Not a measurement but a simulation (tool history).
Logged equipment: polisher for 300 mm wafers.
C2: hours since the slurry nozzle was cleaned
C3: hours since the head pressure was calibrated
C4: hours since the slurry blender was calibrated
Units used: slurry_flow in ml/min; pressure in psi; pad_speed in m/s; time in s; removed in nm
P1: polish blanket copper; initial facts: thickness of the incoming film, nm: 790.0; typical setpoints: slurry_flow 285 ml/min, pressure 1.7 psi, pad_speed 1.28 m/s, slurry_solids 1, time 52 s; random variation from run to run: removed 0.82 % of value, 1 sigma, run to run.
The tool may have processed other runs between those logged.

run 1 hour=14 | slurry_flow=285 pressure=1.7 pad_speed=1.28 slurry_solids=1 time=52 | wafers_polished_on_this_pad=717 C2=129 C3=1020.8 C4=316.8 | removed=98.76
run 2 hour=22.4 | slurry_flow=170 pressure=1.7 pad_speed=1.28 slurry_solids=1 time=52 | wafers_polished_on_this_pad=772 C2=137.4 C3=1029.2 C4=325.2 | removed=91.929
-- hour=29.3 worn pad replaced by a new one
run 3 hour=34.6 | slurry_flow=390 pressure=1.7 pad_speed=1.28 slurry_solids=1 time=52 | wafers_polished_on_this_pad=35 C2=149.6 C3=1041.4 C4=337.4 | removed=101.61
run 4 hour=42 | slurry_flow=285 pressure=1.7 pad_speed=1.28 slurry_solids=0.65 time=52 | wafers_polished_on_this_pad=84 C2=157 C3=1048.8 C4=344.8 | removed=90.234
run 5 hour=50.9 | slurry_flow=285 pressure=1.7 pad_speed=1.28 slurry_solids=1 time=52 | wafers_polished_on_this_pad=142 C2=165.9 C3=1057.7 C4=353.7 | removed=98.104
run 6 hour=61.8 | slurry_flow=285 pressure=1.7 pad_speed=1.9 slurry_solids=1 time=52 | wafers_polished_on_this_pad=214 C2=176.8 C3=1068.6 C4=364.6 | removed=143.76
run 7 hour=73.1 | slurry_flow=195 pressure=1.7 pad_speed=1.28 slurry_solids=1 time=39 | wafers_polished_on_this_pad=288 C2=188.1 C3=1079.9 C4=375.9 | removed=71.114
run 8 hour=81.4 | slurry_flow=285 pressure=1.7 pad_speed=1.28 slurry_solids=1.4 time=52 | wafers_polished_on_this_pad=343 C2=196.4 C3=1088.2 C4=384.2 | removed=106.14
run 9 hour=95.2 | slurry_flow=285 pressure=2.7 pad_speed=1.28 slurry_solids=1 time=52 | wafers_polished_on_this_pad=434 C2=210.2 C3=1102 C4=398 | removed=153.95
run 10 hour=102.9 | slurry_flow=285 pressure=1.7 pad_speed=0.58 slurry_solids=1 time=52 | wafers_polished_on_this_pad=485 C2=217.9 C3=1109.7 C4=405.7 | removed=44.814
run 11 hour=114 | slurry_flow=285 pressure=1.7 pad_speed=1.28 slurry_solids=1 time=52 | wafers_polished_on_this_pad=558 C2=229 C3=1120.8 C4=416.8 | removed=97.462
run 12 hour=128.9 | slurry_flow=285 pressure=1.7 pad_speed=0.98 slurry_solids=0.65 time=52 | wafers_polished_on_this_pad=656 C2=243.9 C3=1135.7 C4=431.7 | removed=68.574
run 13 hour=139.6 | slurry_flow=285 pressure=1.7 pad_speed=1.28 slurry_solids=1 time=52 | wafers_polished_on_this_pad=727 C2=254.6 C3=1146.4 C4=442.4 | removed=98.747
run 14 hour=153.2 | slurry_flow=285 pressure=1.7 pad_speed=1.28 slurry_solids=1 time=23 | wafers_polished_on_this_pad=816 C2=268.2 C3=1160 C4=456 | removed=43.401
run 15 hour=161.3 | slurry_flow=285 pressure=1.7 pad_speed=1.28 slurry_solids=1 time=52 | wafers_polished_on_this_pad=869 C2=276.3 C3=1168.1 C4=464.1 | removed=98.403
run 16 hour=177.1 | slurry_flow=285 pressure=1.7 pad_speed=1.28 slurry_solids=1 time=78 | wafers_polished_on_this_pad=974 C2=292.1 C3=1183.9 C4=479.9 | removed=146.67
run 17 hour=193.1 | slurry_flow=285 pressure=0.9 pad_speed=1.28 slurry_solids=1 time=52 | wafers_polished_on_this_pad=1079 C2=308.1 C3=1199.9 C4=495.9 | removed=52.409
run 18 hour=200.8 | slurry_flow=285 pressure=1.7 pad_speed=1.28 slurry_solids=1 time=52 | wafers_polished_on_this_pad=1130 C2=315.8 C3=1207.6 C4=503.6 | removed=97.427
run 19 hour=212.5 | slurry_flow=285 pressure=1.7 pad_speed=1.28 slurry_solids=1 time=52 | wafers_polished_on_this_pad=1207 C2=327.5 C3=1219.3 C4=515.3 | removed=98.174
run 20 hour=224.1 | slurry_flow=285 pressure=1.7 pad_speed=1.28 slurry_solids=1 time=52 | wafers_polished_on_this_pad=1283 C2=339.1 C3=1230.9 C4=526.9 | removed=95.185
run 21 hour=231.9 | slurry_flow=285 pressure=1.7 pad_speed=1.28 slurry_solids=1 time=52 | wafers_polished_on_this_pad=1335 C2=346.9 C3=1238.7 C4=534.7 | removed=94.956
-- hour=242.5 slurry blender recalibrated
run 22 hour=247.4 | slurry_flow=285 pressure=1.7 pad_speed=1.28 slurry_solids=1 time=52 | wafers_polished_on_this_pad=1437 C2=362.4 C3=1254.2 C4=5 | removed=93.69
run 23 hour=254.6 | slurry_flow=285 pressure=1.7 pad_speed=1.28 slurry_solids=1 time=52 | wafers_polished_on_this_pad=1484 C2=369.6 C3=1261.4 C4=12.2 | removed=94.238
-- hour=255.3 worn pad replaced by a new one
run 24 hour=269.8 | slurry_flow=285 pressure=1.7 pad_speed=1.28 slurry_solids=1 time=52 | wafers_polished_on_this_pad=95 C2=384.8 C3=1276.6 C4=27.4 | removed=93.191
run 25 hour=279.2 | slurry_flow=285 pressure=1.7 pad_speed=1.28 slurry_solids=1 time=52 | wafers_polished_on_this_pad=157 C2=394.2 C3=1286 C4=36.8 | removed=94.356
run 26 hour=288.5 | slurry_flow=285 pressure=1.7 pad_speed=1.28 slurry_solids=1 time=52 | wafers_polished_on_this_pad=218 C2=403.5 C3=1295.3 C4=46.1 | removed=93.287

P1 no longer gives what it gave before; its output has crept away from where it was. The following 2 causes, each at its listed size, fit the log equally well:
A: slurry flow missing at the pad, % = 36.1
B: head's pressure below its setpoint, % = 5.14
The drift started at roughly hour 212.5.
Other possible causes, and why each is ruled out:
removal rate lost through wear of the pad, %: serviced at hour 255.3, which brought nothing back
abrasive missing from the slurry, %: serviced at hour 242.5, which brought nothing back

Which of the 4 check runs listed below, each an average over 5 wafers with its results shown as question marks, gives clearly different results under the different listed causes?
run check 1 hour=297.8 | slurry_flow=285 pressure=1.7 pad_speed=1.28 slurry_solids=0.65 time=40 | removed=?
run check 2 hour=297.8 | slurry_flow=285 pressure=1.7 pad_speed=1.78 slurry_solids=0.65 time=52 | removed=?
run check 3 hour=297.8 | slurry_flow=285 pressure=1.7 pad_speed=1.28 slurry_solids=1.4 time=73 | removed=?
run check 4 hour=297.8 | slurry_flow=170 pressure=1.7 pad_speed=1.28 slurry_solids=1 time=52 | removed=?

Outcome of each check run for each possible cause:
check=check_1 result=removed if_A=65.5 if_B=65.502
check=check_2 result=removed if_A=118.41 if_B=118.42
check=check_3 result=removed if_A=140.76 if_B=140.77
check=check_4 result=removed if_A=84.664 if_B=87.469
Gap, in per cent, between the two causes that each check separates least, read from the result that separates them most: check 1 0 %; check 2 0 %; check 3 0 %; check 4 3.26 %
Of the check runs offered, only check 4 discriminates between the causes; the rest would read about the same regardless of which cause applies.

After running check 4, the following was obtained: removed 87.523 nm. Which cause does this point to?

The correct cause is B, namely: head's pressure below its setpoint, %.

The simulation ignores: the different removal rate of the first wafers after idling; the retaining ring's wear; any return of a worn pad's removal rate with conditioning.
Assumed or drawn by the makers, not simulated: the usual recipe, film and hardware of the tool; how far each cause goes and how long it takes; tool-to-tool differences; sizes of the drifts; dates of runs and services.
